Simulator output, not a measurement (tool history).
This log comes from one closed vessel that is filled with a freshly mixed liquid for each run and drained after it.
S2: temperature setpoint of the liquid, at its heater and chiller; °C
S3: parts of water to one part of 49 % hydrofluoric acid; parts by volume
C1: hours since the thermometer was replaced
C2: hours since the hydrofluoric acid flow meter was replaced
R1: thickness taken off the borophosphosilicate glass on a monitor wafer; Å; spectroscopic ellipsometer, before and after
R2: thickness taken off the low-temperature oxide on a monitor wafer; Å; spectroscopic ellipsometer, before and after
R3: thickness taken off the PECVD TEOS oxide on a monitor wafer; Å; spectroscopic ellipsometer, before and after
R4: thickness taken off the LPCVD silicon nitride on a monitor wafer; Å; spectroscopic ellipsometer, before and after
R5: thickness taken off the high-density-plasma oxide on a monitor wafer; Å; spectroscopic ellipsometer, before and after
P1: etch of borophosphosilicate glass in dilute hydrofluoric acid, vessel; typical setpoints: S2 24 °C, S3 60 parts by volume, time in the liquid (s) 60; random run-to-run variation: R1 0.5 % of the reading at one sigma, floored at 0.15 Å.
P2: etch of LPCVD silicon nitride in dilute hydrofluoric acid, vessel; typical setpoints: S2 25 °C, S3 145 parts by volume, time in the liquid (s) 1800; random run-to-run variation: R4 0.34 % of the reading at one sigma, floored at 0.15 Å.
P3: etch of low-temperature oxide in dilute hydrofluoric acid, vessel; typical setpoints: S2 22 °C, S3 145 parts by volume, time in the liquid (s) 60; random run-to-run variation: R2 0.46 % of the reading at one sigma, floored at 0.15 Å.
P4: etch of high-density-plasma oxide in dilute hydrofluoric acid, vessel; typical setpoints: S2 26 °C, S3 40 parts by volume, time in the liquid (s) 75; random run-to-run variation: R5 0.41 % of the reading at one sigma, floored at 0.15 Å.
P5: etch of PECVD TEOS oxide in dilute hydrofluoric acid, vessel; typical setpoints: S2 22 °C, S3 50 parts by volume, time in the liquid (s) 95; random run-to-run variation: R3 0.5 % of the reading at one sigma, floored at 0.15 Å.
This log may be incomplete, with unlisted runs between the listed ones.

{"run": 1, "hour": 3.7, "process that ran": "P1", "S2": 24, "S3": 60, "time in the liquid (s)": 60, "C1": 198.4, "C2": 960.3, "R1": 485.96}
{"run": 2, "hour": 7.9, "process that ran": "P1", "S2": 24, "S3": 105, "time in the liquid (s)": 60, "C1": 202.6, "C2": 964.5, "R1": 262.57}
{"run": 3, "hour": 13.7, "process that ran": "P1", "S2": 24, "S3": 60, "time in the liquid (s)": 60, "C1": 208.4, "C2": 970.3, "R1": 482.15}
{"run": 4, "hour": 16.8, "process that ran": "P3", "S2": 29.5, "S3": 145, "time in the liquid (s)": 60, "C1": 211.5, "C2": 973.4, "R2": 151.83}
{"run": 5, "hour": 21.0, "process that ran": "P1", "S2": 28, "S3": 85, "time in the liquid (s)": 60, "C1": 215.7, "C2": 977.6, "R1": 386.13}
{"run": 6, "hour": 26.2, "process that ran": "P3", "S2": 22, "S3": 145, "time in the liquid (s)": 60, "C1": 220.9, "C2": 982.8, "R2": 114.23}
{"run": 7, "hour": 31.1, "process that ran": "P1", "S2": 24, "S3": 25, "time in the liquid (s)": 60, "C1": 225.8, "C2": 987.7, "R1": 1227.8}
{"run": 8, "hour": 35.9, "process that ran": "P5", "S2": 22, "S3": 30, "time in the liquid (s)": 95, "C1": 230.6, "C2": 992.5, "R3": 933.46}
{"run": 9, "hour": 40.1, "process that ran": "P2", "S2": 25, "S3": 145, "time in the liquid (s)": 50, "C1": 234.8, "C2": 996.7, "R4": 1.7792}
{"run": 10, "hour": 43.5, "process that ran": "P1", "S2": 18.5, "S3": 60, "time in the liquid (s)": 105, "C1": 238.2, "C2": 1000.1, "R1": 674.94}
{"run": 11, "hour": 48.5, "process that ran": "P2", "S2": 25, "S3": 250, "time in the liquid (s)": 1800, "C1": 243.2, "C2": 1005.1, "R4": 37.439}
{"run": 12, "hour": 51.6, "process that ran": "P4", "S2": 26, "S3": 40, "time in the liquid (s)": 130, "C1": 246.3, "C2": 1008.2, "R5": 325.56}
{"run": 13, "hour": 55.1, "process that ran": "P5", "S2": 22, "S3": 50, "time in the liquid (s)": 95, "C1": 249.8, "C2": 1011.7, "R3": 546.03}
{"run": 14, "hour": 60.7, "process that ran": "P3", "S2": 22, "S3": 255, "time in the liquid (s)": 60, "C1": 255.4, "C2": 1017.3, "R2": 57.862}
{"hour": 63.9, "done": "hydrofluoric acid flow meter replaced"}
{"run": 15, "hour": 65.7, "process that ran": "P4", "S2": 18.5, "S3": 40, "time in the liquid (s)": 75, "C1": 260.4, "C2": 1.8, "R5": 137.56}
{"run": 16, "hour": 69.9, "process that ran": "P1", "S2": 30.5, "S3": 60, "time in the liquid (s)": 60, "C1": 264.6, "C2": 6, "R1": 626.61}
{"run": 17, "hour": 75.8, "process that ran": "P1", "S2": 24, "S3": 60, "time in the liquid (s)": 95, "C1": 270.5, "C2": 11.9, "R1": 768.56}
{"run": 18, "hour": 80.9, "process that ran": "P2", "S2": 28.5, "S3": 145, "time in the liquid (s)": 1800, "C1": 275.6, "C2": 17, "R4": 80.357}
{"run": 19, "hour": 83.6, "process that ran": "P1", "S2": 24, "S3": 60, "time in the liquid (s)": 60, "C1": 278.3, "C2": 19.7, "R1": 487.76}
{"run": 20, "hour": 86.2, "process that ran": "P4", "S2": 26, "S3": 20, "time in the liquid (s)": 75, "C1": 280.9, "C2": 22.3, "R5": 384.23}
{"run": 21, "hour": 89.8, "process that ran": "P1", "S2": 24, "S3": 60, "time in the liquid (s)": 60, "C1": 284.5, "C2": 25.9, "R1": 482.15}
{"run": 22, "hour": 92.4, "process that ran": "P1", "S2": 24, "S3": 60, "time in the liquid (s)": 30, "C1": 287.1, "C2": 28.5, "R1": 243.87}
{"run": 23, "hour": 95.7, "process that ran": "P3", "S2": 22, "S3": 145, "time in the liquid (s)": 60, "C1": 290.4, "C2": 31.8, "R2": 114.58}
{"run": 24, "hour": 98.6, "process that ran": "P3", "S2": 22, "S3": 145, "time in the liquid (s)": 30, "C1": 293.3, "C2": 34.7, "R2": 57.462}
{"run": 25, "hour": 103.8, "process that ran": "P4", "S2": 26, "S3": 40, "time in the liquid (s)": 75, "C1": 298.5, "C2": 39.9, "R5": 187}
{"run": 26, "hour": 107.1, "process that ran": "P5", "S2": 17, "S3": 50, "time in the liquid (s)": 95, "C1": 301.8, "C2": 43.2, "R3": 443.49}
{"run": 27, "hour": 111.6, "process that ran": "P4", "S2": 26, "S3": 40, "time in the liquid (s)": 75, "C1": 306.3, "C2": 47.7, "R5": 187.97}
{"run": 28, "hour": 116.0, "process that ran": "P2", "S2": 25, "S3": 145, "time in the liquid (s)": 1800, "C1": 310.7, "C2": 52.1, "R4": 64.681}
{"run": 29, "hour": 120.7, "process that ran": "P1", "S2": 17, "S3": 60, "time in the liquid (s)": 60, "C1": 315.4, "C2": 56.8, "R1": 357.53}
{"run": 30, "hour": 125.4, "process that ran": "P5", "S2": 22, "S3": 50, "time in the liquid (s)": 50, "C1": 320.1, "C2": 61.5, "R3": 289.07}
{"run": 31, "hour": 128.8, "process that ran": "P5", "S2": 22, "S3": 50, "time in the liquid (s)": 95, "C1": 323.5, "C2": 64.9, "R3": 551.79}
{"run": 32, "hour": 133.4, "process that ran": "P1", "S2": 24, "S3": 60, "time in the liquid (s)": 60, "C1": 328.1, "C2": 69.5, "R1": 486.64}
{"run": 33, "hour": 136.6, "process that ran": "P2", "S2": 25, "S3": 145, "time in the liquid (s)": 1800, "C1": 331.3, "C2": 72.7, "R4": 63.98}
{"run": 34, "hour": 142.2, "process that ran": "P1", "S2": 24, "S3": 60, "time in the liquid (s)": 60, "C1": 336.9, "C2": 78.3, "R1": 485.56}
{"run": 35, "hour": 145.9, "process that ran": "P1", "S2": 24, "S3": 60, "time in the liquid (s)": 60, "C1": 340.6, "C2": 82, "R1": 466.82}
{"run": 36, "hour": 149.0, "process that ran": "P1", "S2": 24, "S3": 60, "time in the liquid (s)": 60, "C1": 343.7, "C2": 85.1, "R1": 455.81}
{"run": 37, "hour": 151.9, "process that ran": "P1", "S2": 24, "S3": 60, "time in the liquid (s)": 60, "C1": 346.6, "C2": 88, "R1": 449.89}
{"run": 38, "hour": 155.9, "process that ran": "P1", "S2": 24, "S3": 60, "time in the liquid (s)": 60, "C1": 350.6, "C2": 92, "R1": 454.87}
{"run": 39, "hour": 160.0, "process that ran": "P1", "S2": 24, "S3": 60, "time in the liquid (s)": 60, "C1": 354.7, "C2": 96.1, "R1": 447.46}
{"run": 40, "hour": 165.7, "process that ran": "P1", "S2": 24, "S3": 60, "time in the liquid (s)": 60, "C1": 360.4, "C2": 101.8, "R1": 448.03}

The output of P1 has drifted from where it used to be. Each of the 2 causes below, taken at the size shown beside it, accounts for the log equally well:
A: liquid colder than its thermometer reads (K) = 1.95
B: hydrofluoric acid flow below the setpoint (%) = 7.16
The gradual shift began around hour 142.2.

Consider the 4 single-wafer check runs listed below, results given as question marks: which one distinguishes between the causes by giving clearly different results for each?
{"run": "check 1", "hour": 171.4, "process that ran": "P4", "S2": 26, "S3": 40, "time in the liquid (s)": 75, "R5": "?"}
{"run": "check 2", "hour": 171.4, "process that ran": "P5", "S2": 22, "S3": 50, "time in the liquid (s)": 95, "R3": "?"}
{"run": "check 3", "hour": 171.4, "process that ran": "P2", "S2": 25, "S3": 145, "time in the liquid (s)": 1800, "R4": "?"}
{"run": "check 4", "hour": 171.4, "process that ran": "P3", "S2": 22, "S3": 145, "time in the liquid (s)": 60, "R2": "?"}

Check results expected under each cause:
check=check_1 result=R5 if_A=174.01 if_B=174.32
check=check_2 result=R3 if_A=504.54 if_B=506.02
check=check_3 result=R4 if_A=56.887 if_B=59.938
check=check_4 result=R2 if_A=106 if_B=105
Per check, the gap between the least separated pair of causes, taken in the result that splits them most: check 1 0.18 %; check 2 0.29 %; check 3 5.22 %; check 4 0.94 %
Check 3 distinguishes between the causes, while the remaining checks would return nearly the same result for all of them.

Check 3 was carried out, with these results: R4 59.591 Å. Which of the listed causes is responsible?

It is B: hydrofluoric acid flow below the setpoint (%).
